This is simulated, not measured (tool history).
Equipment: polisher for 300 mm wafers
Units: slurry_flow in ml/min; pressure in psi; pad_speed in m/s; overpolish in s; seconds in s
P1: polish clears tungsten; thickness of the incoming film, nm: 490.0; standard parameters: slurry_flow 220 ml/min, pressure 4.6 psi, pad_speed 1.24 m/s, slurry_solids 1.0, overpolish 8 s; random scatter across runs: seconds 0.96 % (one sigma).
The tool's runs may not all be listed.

run	hour	slurry_flow	pressure	pad_speed	slurry_solids	overpolish	seconds
1	3.0	220	4.6	1.24	1.0	8	76.106
2	6.3	220	3.2	1.24	1.0	8	110.950
3	11.0	220	4.6	1.24	1.0	14	75.297
4	16.6	220	4.6	1.24	1.0	8	75.314
5	21.8	220	6.5	1.24	1.0	8	54.627
# hour 24.0: worn pad replaced by a new one
6	25.2	220	4.6	1.24	1.0	8	76.209
7	30.8	220	4.6	1.88	1.0	2	50.310
8	36.1	220	4.6	1.24	1.0	8	74.944
9	42.5	220	4.6	1.24	1.0	8	76.305
10	46.2	220	4.6	1.24	1.0	2	74.163
11	51.4	220	4.6	0.92	1.0	8	100.800
12	54.9	220	4.6	1.24	0.5	8	90.287
13	60.9	130	4.6	1.24	1.0	8	80.595
14	65.8	165	4.6	1.24	1.0	14	79.540
# hour 67.8: slurry nozzle cleaned
15	70.0	280	4.6	1.24	1.0	8	74.439
16	73.6	220	4.6	1.24	1.0	8	76.304

Run 17 comes next. What will it give?
17	78.9	220	4.6	1.78	1.0	8	?

{"run 17": {"seconds": 53.391}}

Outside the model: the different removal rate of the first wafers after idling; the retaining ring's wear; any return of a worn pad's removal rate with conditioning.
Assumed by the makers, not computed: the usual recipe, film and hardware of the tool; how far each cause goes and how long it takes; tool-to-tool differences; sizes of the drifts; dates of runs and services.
